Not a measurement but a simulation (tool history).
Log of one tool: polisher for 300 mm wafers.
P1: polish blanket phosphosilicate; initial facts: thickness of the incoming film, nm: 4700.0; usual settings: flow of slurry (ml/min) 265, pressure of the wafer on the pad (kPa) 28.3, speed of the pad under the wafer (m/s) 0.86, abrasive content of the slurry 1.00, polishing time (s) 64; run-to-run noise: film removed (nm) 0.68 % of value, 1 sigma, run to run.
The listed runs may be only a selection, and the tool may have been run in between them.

| run | hour | flow of slurry (ml/min) | pressure of the wafer on the pad (kPa) | speed of the pad under the wafer (m/s) | abrasive content of the slurry | polishing time (s) | wafers polished on this pad | hours since the slurry nozzle was cleaned | hours since the head pressure was calibrated | hours since the slurry blender was calibrated | hours since the conditioning disc was replaced | film removed (nm) |
|---|---|---|---|---|---|---|---|---|---|---|---|---|
| 1 | 5.0 | 265 | 28.3 | 0.86 | 1.00 | 64 | 567 | 171.6 | 394.2 | 69.5 | 268.0 | 615.46 |
| 2 | 9.9 | 360 | 28.3 | 0.86 | 1.00 | 64 | 600 | 176.5 | 399.1 | 74.4 | 272.9 | 629.90 |
| 3 | 15.1 | 265 | 28.3 | 0.86 | 1.00 | 64 | 636 | 181.7 | 404.3 | 79.6 | 278.1 | 612.15 |
| 4 | 21.9 | 265 | 28.3 | 0.86 | 0.60 | 35 | 682 | 188.5 | 411.1 | 86.4 | 284.9 | 254.08 |
| 5 | 27.0 | 265 | 43.4 | 0.86 | 1.00 | 64 | 716 | 193.6 | 416.2 | 91.5 | 290.0 | 934.58 |
| 6 | 33.6 | 265 | 13.8 | 0.86 | 1.00 | 64 | 761 | 200.2 | 422.8 | 98.1 | 296.6 | 300.58 |
| 7 | 39.9 | 265 | 28.3 | 0.86 | 1.00 | 64 | 804 | 206.5 | 429.1 | 104.4 | 302.9 | 612.07 |
| 8 | 44.2 | 265 | 28.3 | 0.86 | 1.00 | 64 | 833 | 210.8 | 433.4 | 108.7 | 307.2 | 612.49 |
| 9 | 49.1 | 265 | 28.3 | 1.12 | 1.00 | 64 | 866 | 215.7 | 438.3 | 113.6 | 312.1 | 758.48 |
| 10 | 53.8 | 265 | 28.3 | 0.38 | 1.00 | 64 | 898 | 220.4 | 443.0 | 118.3 | 316.8 | 320.51 |
|  | 55.0 | worn pad replaced by a new one |
| 11 | 59.3 | 265 | 28.3 | 0.86 | 1.00 | 100 | 29 | 225.9 | 448.5 | 123.8 | 322.3 | 955.86 |
| 12 | 62.6 | 175 | 28.3 | 0.86 | 1.00 | 64 | 51 | 229.2 | 451.8 | 127.1 | 325.6 | 586.59 |
| 13 | 69.3 | 265 | 28.3 | 0.86 | 1.00 | 33 | 97 | 235.9 | 458.5 | 133.8 | 332.3 | 315.38 |
| 14 | 74.6 | 265 | 28.3 | 0.86 | 0.50 | 64 | 133 | 241.2 | 463.8 | 139.1 | 337.6 | 420.90 |
| 15 | 79.7 | 265 | 28.3 | 0.86 | 1.00 | 64 | 167 | 246.3 | 468.9 | 144.2 | 342.7 | 614.03 |
| 16 | 83.2 | 265 | 28.3 | 0.86 | 1.00 | 64 | 191 | 249.8 | 472.4 | 147.7 | 346.2 | 619.64 |
| 17 | 88.1 | 265 | 28.3 | 0.86 | 1.25 | 64 | 224 | 254.7 | 477.3 | 152.6 | 351.1 | 673.30 |
| 18 | 93.1 | 265 | 28.3 | 0.86 | 1.00 | 64 | 258 | 259.7 | 482.3 | 157.6 | 356.1 | 612.88 |
| 19 | 100.4 | 265 | 28.3 | 0.86 | 1.00 | 64 | 308 | 267.0 | 489.6 | 164.9 | 363.4 | 581.39 |
| 20 | 103.9 | 265 | 28.3 | 0.86 | 1.00 | 64 | 332 | 270.5 | 493.1 | 168.4 | 366.9 | 567.14 |
|  | 108.0 | worn pad replaced by a new one |
| 21 | 108.6 | 265 | 28.3 | 0.86 | 1.00 | 64 | 4 | 275.2 | 497.8 | 173.1 | 371.6 | 557.15 |
|  | 112.8 | slurry nozzle cleaned |
| 22 | 114.7 | 265 | 28.3 | 0.86 | 1.00 | 64 | 45 | 2.0 | 503.9 | 179.2 | 377.7 | 546.56 |
|  | 115.4 | conditioning disc replaced and pad reconditioned |
| 23 | 121.8 | 265 | 28.3 | 0.86 | 1.00 | 64 | 94 | 9.1 | 511.0 | 186.3 | 6.4 | 553.14 |
| 24 | 126.4 | 265 | 28.3 | 0.86 | 1.00 | 64 | 125 | 13.7 | 515.6 | 190.9 | 11.0 | 536.17 |
| 25 | 129.8 | 265 | 28.3 | 0.86 | 1.00 | 64 | 148 | 17.1 | 519.0 | 194.3 | 14.4 | 548.59 |

Compared with where it was, what P1 gives has crept away. Each cause listed below fits the log as well as the rest, at the size given for it:
A: head's pressure below its setpoint, % = 11.3
B: abrasive missing from the slurry, % = 21.9
The gradual shift began around hour 93.1.
Ruled out, with reasons:
removal rate lost through wear of the pad, %: serviced at hour 108.0, after the drift had started, without restoring the earlier output
slurry flow missing at the pad, %: serviced at hour 112.8, after the drift had started, without restoring the earlier output
time polished since the conditioner stopped cutting, s: serviced at hour 115.4, after the drift had started, without restoring the earlier output

Of the 4 check runs below, each run on 2 wafers with the results averaged and each result still a question mark, which one would tell the listed causes apart?
| check 1 | 133.2 | 320 | 28.3 | 0.86 | 0.55 | 64 |  |  |  |  |  | ? |
| check 2 | 133.2 | 180 | 43.4 | 0.86 | 1.00 | 64 |  |  |  |  |  | ? |
| check 3 | 133.2 | 265 | 14.5 | 0.42 | 1.00 | 64 |  |  |  |  |  | ? |
| check 4 | 133.2 | 265 | 40.7 | 0.86 | 1.00 | 40 |  |  |  |  |  | ? |

Expected result of each check under each candidate cause:
| check | result | if A | if B |
|---|---|---|---|
| check 1 | film removed (nm) | 403.61 | 389.27 |
| check 2 | film removed (nm) | 797.63 | 797.59 |
| check 3 | film removed (nm) | 157.10 | 157.09 |
| check 4 | film removed (nm) | 489.41 | 489.39 |
Minimum pairwise separation of causes per check, each pair taken at its best-separating result: check 1 3.62 %; check 2 0.01 %; check 3 0.01 %; check 4 0.01 %
Of the check runs offered, only check 1 discriminates between the causes; the rest would read about the same regardless of which cause applies.

After running check 1, the following was obtained: film removed (nm) 390.73. Which cause does this point to?

Of the candidate causes, it is B: abrasive missing from the slurry, %.
